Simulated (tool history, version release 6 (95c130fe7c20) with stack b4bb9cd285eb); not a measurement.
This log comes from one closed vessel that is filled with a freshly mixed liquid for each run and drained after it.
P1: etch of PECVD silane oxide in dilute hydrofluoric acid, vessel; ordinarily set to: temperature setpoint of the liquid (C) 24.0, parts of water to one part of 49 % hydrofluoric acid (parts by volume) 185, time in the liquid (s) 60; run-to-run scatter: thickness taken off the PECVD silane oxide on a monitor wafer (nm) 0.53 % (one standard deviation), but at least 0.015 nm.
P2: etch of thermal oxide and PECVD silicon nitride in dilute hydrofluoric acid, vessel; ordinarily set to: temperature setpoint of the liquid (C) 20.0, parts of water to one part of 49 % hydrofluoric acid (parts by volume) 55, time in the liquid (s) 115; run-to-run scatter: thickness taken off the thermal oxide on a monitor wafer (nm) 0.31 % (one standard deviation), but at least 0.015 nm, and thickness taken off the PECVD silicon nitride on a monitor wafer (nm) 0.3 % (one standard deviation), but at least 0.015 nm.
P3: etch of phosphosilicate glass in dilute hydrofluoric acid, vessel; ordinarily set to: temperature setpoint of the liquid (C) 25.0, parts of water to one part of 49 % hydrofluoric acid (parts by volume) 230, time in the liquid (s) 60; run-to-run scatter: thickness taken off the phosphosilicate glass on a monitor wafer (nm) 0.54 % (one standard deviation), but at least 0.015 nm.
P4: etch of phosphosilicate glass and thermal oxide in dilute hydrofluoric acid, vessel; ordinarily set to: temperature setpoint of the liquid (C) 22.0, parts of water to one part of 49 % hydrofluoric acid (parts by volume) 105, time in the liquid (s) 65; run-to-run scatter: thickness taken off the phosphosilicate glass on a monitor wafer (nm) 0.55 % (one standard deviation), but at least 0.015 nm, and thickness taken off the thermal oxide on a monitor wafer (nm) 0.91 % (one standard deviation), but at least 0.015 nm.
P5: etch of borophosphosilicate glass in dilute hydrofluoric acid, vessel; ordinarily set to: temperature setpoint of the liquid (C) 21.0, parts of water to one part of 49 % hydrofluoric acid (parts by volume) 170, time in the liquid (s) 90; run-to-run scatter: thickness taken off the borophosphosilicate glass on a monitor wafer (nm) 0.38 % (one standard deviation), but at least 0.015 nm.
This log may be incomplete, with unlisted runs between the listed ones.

run,hour,process that ran,temperature setpoint of the liquid (C),parts of water to one part of 49 % hydrofluoric acid (parts by volume),time in the liquid (s),hours since the thermometer was replaced,hours since the hydrofluoric acid flow meter was replaced,thickness taken off the PECVD silane oxide on a monitor wafer (nm),thickness taken off the phosphosilicate glass on a monitor wafer (nm),thickness taken off the thermal oxide on a monitor wafer (nm),thickness taken off the borophosphosilicate glass on a monitor wafer (nm),thickness taken off the PECVD silicon nitride on a monitor wafer (nm)
1,9.4,P1,24.0,185,60,497.7,680.9,8.8875,,,,
2,18.9,P1,18.0,185,105,507.2,690.4,12.2580,,,,
3,32.1,P4,29.5,105,65,520.4,703.6,,78.384,3.6212,,
4,45.0,P1,24.0,310,35,533.3,716.5,2.6921,,,,
5,55.3,P1,24.0,185,120,543.6,726.8,17.4800,,,,
6,66.4,P4,22.0,105,65,554.7,737.9,,59.146,2.7490,,
7,74.4,P5,21.0,170,90,562.7,745.9,,,,28.5690,
8,83.4,P1,24.0,185,30,571.7,754.9,4.3867,,,,
9,95.3,P4,22.0,160,65,583.6,766.8,,36.429,1.7201,,
10,102.3,P1,24.0,185,60,590.6,773.8,8.8028,,,,
11,109.1,P1,19.5,185,60,597.4,780.6,7.4258,,,,
12,117.7,P1,24.0,115,60,606.0,789.2,15.4210,,,,
13,130.5,P5,29.0,170,90,618.8,802.0,,,,38.6380,
14,136.7,P3,17.0,230,60,625.0,808.2,,25.811,,,
15,147.6,P2,17.0,55,115,635.9,819.1,,,8.0089,,6.7597
16,159.5,P3,25.0,230,60,647.8,831.0,,35.016,,,
17,168.2,P1,29.5,185,60,656.5,839.7,10.6740,,,,
18,178.1,P2,20.0,55,115,666.4,849.6,,,9.0680,,8.3327
19,186.1,P5,21.0,170,30,674.4,857.6,,,,9.4543,
20,196.7,P5,21.0,45,90,685.0,868.2,,,,125.1000,
21,204.7,P1,24.0,185,60,693.0,876.2,8.8514,,,,
# hour 213.6: hydrofluoric acid flow meter replaced
22,217.3,P3,25.0,415,60,705.6,3.8,,16.143,,,
23,229.6,P2,20.0,55,195,717.9,16.1,,,15.4530,,14.1280
24,239.6,P3,25.0,230,105,727.9,26.1,,60.914,,,
25,248.3,P5,21.0,170,90,736.6,34.8,,,,28.5570,
26,257.4,P1,24.0,185,60,745.7,43.9,8.7891,,,,
27,270.0,P4,22.0,105,65,758.3,56.5,,58.852,2.7206,,
28,276.3,P2,20.0,85,115,764.6,62.8,,,5.6872,,5.4301
29,285.5,P4,22.0,105,125,773.8,72.0,,114.280,5.2750,,

Run 30 comes next. What will it give?
30,292.6,P1,24.0,185,60,780.9,79.1,?,,,,

Run 30 came out at thickness taken off the PECVD silane oxide on a monitor wafer (nm) 8.8097.
